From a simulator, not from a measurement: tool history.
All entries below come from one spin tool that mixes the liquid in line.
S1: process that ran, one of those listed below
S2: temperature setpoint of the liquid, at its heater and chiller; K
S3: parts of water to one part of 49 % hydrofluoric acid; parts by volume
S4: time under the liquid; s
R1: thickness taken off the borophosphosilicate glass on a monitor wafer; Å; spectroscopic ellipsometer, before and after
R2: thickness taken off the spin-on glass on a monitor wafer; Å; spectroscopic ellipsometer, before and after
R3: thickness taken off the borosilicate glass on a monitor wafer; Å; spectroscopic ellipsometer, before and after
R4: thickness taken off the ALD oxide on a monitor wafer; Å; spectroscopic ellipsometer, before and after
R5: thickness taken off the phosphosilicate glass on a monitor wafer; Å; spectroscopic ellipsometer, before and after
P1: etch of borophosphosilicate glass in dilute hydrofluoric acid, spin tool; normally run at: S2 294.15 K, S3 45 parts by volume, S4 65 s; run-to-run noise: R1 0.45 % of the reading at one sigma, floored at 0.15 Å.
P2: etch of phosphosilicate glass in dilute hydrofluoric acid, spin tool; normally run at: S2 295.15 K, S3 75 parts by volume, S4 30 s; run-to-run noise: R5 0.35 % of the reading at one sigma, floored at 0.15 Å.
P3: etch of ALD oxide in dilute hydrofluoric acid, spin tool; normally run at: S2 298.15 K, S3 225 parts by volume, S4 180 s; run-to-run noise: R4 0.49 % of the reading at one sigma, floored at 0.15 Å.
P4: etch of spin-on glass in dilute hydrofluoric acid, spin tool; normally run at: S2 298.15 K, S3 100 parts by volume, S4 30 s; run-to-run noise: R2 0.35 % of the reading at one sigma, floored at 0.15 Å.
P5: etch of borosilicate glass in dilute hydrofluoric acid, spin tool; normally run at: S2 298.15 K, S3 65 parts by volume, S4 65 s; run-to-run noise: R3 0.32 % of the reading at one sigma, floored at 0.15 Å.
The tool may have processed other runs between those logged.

run 1 hour=3.9 | S1=P1 S2=294.15 S3=45 S4=65 | R1=349.56
run 2 hour=9.9 | S1=P4 S2=298.15 S3=100 S4=15 | R2=106.77
run 3 hour=15.3 | S1=P1 S2=294.15 S3=45 S4=65 | R1=352.32
run 4 hour=20.2 | S1=P5 S2=298.15 S3=65 S4=15 | R3=93.001
run 5 hour=26.2 | S1=P5 S2=298.15 S3=65 S4=65 | R3=404.76
run 6 hour=29.1 | S1=P3 S2=305.15 S3=225 S4=180 | R4=299.93
run 7 hour=33.1 | S1=P4 S2=298.15 S3=25 S4=30 | R2=948.93
run 8 hour=36.7 | S1=P4 S2=293.65 S3=100 S4=30 | R2=178.45
run 9 hour=40.9 | S1=P2 S2=295.15 S3=75 S4=65 | R5=1102
run 10 hour=43.9 | S1=P1 S2=294.15 S3=70 S4=120 | R1=400.88
run 11 hour=46.7 | S1=P5 S2=298.15 S3=20 S4=65 | R3=1405.8
run 12 hour=49.7 | S1=P3 S2=298.15 S3=340 S4=180 | R4=139.71
run 13 hour=55.1 | S1=P1 S2=302.15 S3=45 S4=65 | R1=482.67
run 14 hour=59.6 | S1=P5 S2=298.15 S3=65 S4=65 | R3=407.21
run 15 hour=65.2 | S1=P2 S2=290.65 S3=75 S4=30 | R5=423.24
run 16 hour=70.4 | S1=P1 S2=290.15 S3=45 S4=65 | R1=292.46
run 17 hour=76.1 | S1=P3 S2=298.15 S3=225 S4=290 | R4=379.61
run 18 hour=79.7 | S1=P1 S2=294.15 S3=70 S4=65 | R1=216.89
run 19 hour=85.8 | S1=P1 S2=294.15 S3=45 S4=100 | R1=536.94
run 20 hour=91.5 | S1=P1 S2=294.15 S3=45 S4=65 | R1=348.29
run 21 hour=97.3 | S1=P1 S2=294.15 S3=45 S4=15 | R1=80.248
run 22 hour=101.1 | S1=P2 S2=295.15 S3=75 S4=30 | R5=510.98
run 23 hour=105 | S1=P5 S2=291.65 S3=65 S4=65 | R3=308.87
run 24 hour=108 | S1=P3 S2=298.15 S3=225 S4=180 | R4=234.73
run 25 hour=111.6 | S1=P1 S2=290.15 S3=45 S4=100 | R1=445.92
run 26 hour=117.8 | S1=P4 S2=298.15 S3=100 S4=30 | R2=213.66
run 27 hour=123.3 | S1=P1 S2=294.15 S3=20 S4=65 | R1=812.74
run 28 hour=128 | S1=P2 S2=295.15 S3=20 S4=30 | R5=2053.4
run 29 hour=132 | S1=P1 S2=294.15 S3=45 S4=65 | R1=350.6
run 30 hour=135.9 | S1=P1 S2=294.15 S3=45 S4=65 | R1=346.61
run 31 hour=140.8 | S1=P1 S2=294.15 S3=45 S4=65 | R1=364.64
run 32 hour=146 | S1=P1 S2=294.15 S3=45 S4=65 | R1=372.31
run 33 hour=151.3 | S1=P1 S2=294.15 S3=45 S4=65 | R1=377.68
run 34 hour=156.5 | S1=P1 S2=294.15 S3=45 S4=65 | R1=379.53
run 35 hour=162.2 | S1=P1 S2=294.15 S3=45 S4=65 | R1=379.83
run 36 hour=166.9 | S1=P1 S2=294.15 S3=45 S4=65 | R1=379.73

What P1 gives has crept away from where it was. These 2 causes fit the log equally well, each at the size given:
A: liquid hotter than its thermometer reads (K) = 2.1
B: hydrofluoric acid flow above the setpoint (%) = 8.68
At approximately hour 135.9, the process output began to creep.

4 check runs are offered, each on 2 wafers whose results are averaged, their results left as question marks. Which one tells the causes apart?
run check 1 hour=171.6 | S1=P3 S2=301.15 S3=225 S4=270 | R4=?
run check 2 hour=171.6 | S1=P5 S2=298.15 S3=20 S4=65 | R3=?
run check 3 hour=171.6 | S1=P2 S2=295.15 S3=20 S4=30 | R5=?
run check 4 hour=171.6 | S1=P4 S2=298.15 S3=65 S4=15 | R2=?

How each check would come out, cause by cause:
check=check_1 result=R4 if_A=423.91 if_B=437.67
check=check_2 result=R3 if_A=1534 if_B=1531.4
check=check_3 result=R5 if_A=2243.6 if_B=2235
check=check_4 result=R2 if_A=187.24 if_B=188.4
Per-check spread between the two closest causes, in the result where they differ most: check 1 3.19 %; check 2 0.17 %; check 3 0.38 %; check 4 0.62 %
Check 1 is the one run that separates the causes; every other check would come out nearly the same whichever cause is at work.

Check 1 was then run and gave: R4 422.17 Å. Which cause is it?

Of the candidate causes, it is A: liquid hotter than its thermometer reads (K).

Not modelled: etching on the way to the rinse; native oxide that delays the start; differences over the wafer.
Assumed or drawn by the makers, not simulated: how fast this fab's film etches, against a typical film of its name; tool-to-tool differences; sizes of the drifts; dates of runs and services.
